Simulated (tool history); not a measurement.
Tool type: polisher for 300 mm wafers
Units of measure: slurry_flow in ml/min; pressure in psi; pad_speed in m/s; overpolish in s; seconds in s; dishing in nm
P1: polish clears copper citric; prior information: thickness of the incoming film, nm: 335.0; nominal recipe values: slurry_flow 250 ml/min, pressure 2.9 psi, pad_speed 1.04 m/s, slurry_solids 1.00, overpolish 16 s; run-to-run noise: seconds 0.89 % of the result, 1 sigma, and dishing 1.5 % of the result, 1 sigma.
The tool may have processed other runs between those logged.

run	hour	slurry_flow	pressure	pad_speed	slurry_solids	overpolish	seconds	dishing
1	8.0	250	2.9	1.04	1.00	16	141.69	27.4550
2	14.7	160	2.9	1.04	1.00	16	150.22	25.4490
3	22.6	250	2.9	1.32	1.00	16	110.74	33.7840
4	27.8	250	1.5	1.04	1.00	16	269.89	14.5260
5	35.3	250	2.9	1.04	1.35	16	132.90	29.4770
6	40.4	250	2.9	1.04	1.00	5	141.62	8.9948
7	49.9	250	2.9	1.04	0.60	16	156.04	25.2450
8	56.1	250	4.0	1.04	1.00	16	102.92	36.0030
9	61.9	250	2.9	1.04	1.00	16	141.39	28.2220
10	70.6	250	2.9	1.04	1.00	16	141.96	27.7110
11	78.4	250	2.9	1.04	1.00	28	142.04	44.1910
12	82.8	250	2.9	0.68	1.00	16	215.12	18.8380
# hour 83.2: slurry nozzle cleaned
13	90.2	250	2.9	1.04	1.00	16	141.67	27.2170
14	95.6	380	2.9	1.04	1.00	16	135.88	29.0970
15	103.3	250	2.9	1.42	1.00	29	102.95	58.9650
16	108.1	250	2.9	1.04	1.00	16	138.33	28.1560
17	117.7	250	2.9	1.04	1.00	16	143.79	26.7090
18	124.1	250	2.9	1.04	1.00	16	148.51	25.8850
19	130.8	250	2.9	1.04	1.00	16	148.26	26.3270
# hour 133.8: slurry blender recalibrated
20	135.0	250	2.9	1.04	1.00	16	149.82	26.0460
21	141.4	250	2.9	1.04	1.00	16	149.96	25.7080
22	150.5	250	2.9	1.04	1.00	16	150.68	25.7770
# hour 153.0: head pressure recalibrated
23	156.2	250	2.9	1.04	1.00	16	150.73	25.8900
24	162.0	250	2.9	1.04	1.00	16	152.64	25.7230
25	171.2	250	2.9	1.04	1.00	16	152.72	25.7640

The log shows P1 creeping away from where it was. Any of the 2 causes listed here, at the size stated for it, fits the log just as well as the others:
A: removal rate lost through wear of the pad, % = 6.44
B: slurry flow missing at the pad, % = 38.9
At approximately hour 108.1, the process output began to creep.
All other causes, with the reason each is excluded:
head's pressure below its setpoint, %: its service at hour 153.0 followed the start of the drift and did not put the process back to its old value
abrasive missing from the slurry, %: its service at hour 133.8 followed the start of the drift and did not put the process back to its old value

You are offered 4 check runs, listed below with question marks in place of their results; each one averages 5 wafers. Which run separates the listed causes by giving clearly different results for each?
check 1	180.4	250	2.9	0.70	1.00	5	?	?
check 2	180.4	250	2.1	1.04	1.00	16	?	?
check 3	180.4	165	2.9	1.04	1.00	16	?	?
check 4	180.4	250	2.9	1.04	1.00	6	?	?

If the cause were each of the candidates in turn, the checks would give the following:
check	result	if A	if B
check 1	seconds	222.08	222.05
check 1	dishing	5.8714	5.8723
check 2	seconds	206.94	206.91
check 2	dishing	19.1600	19.1630
check 3	seconds	159.59	164.60
check 3	dishing	24.6150	23.9210
check 4	seconds	151.22	151.19
check 4	dishing	10.2080	10.2100
Per check, the gap between the least separated pair of causes, taken in the result that splits them most: check 1 0.02 %; check 2 0.02 %; check 3 3.09 %; check 4 0.02 %
Check 3 distinguishes between the causes, while the remaining checks would return nearly the same result for all of them.

Check 3 has now been run. It gave: seconds 159.56 s; dishing 24.5800 nm. Which of the candidate causes is it?

It was cause A: removal rate lost through wear of the pad, %.
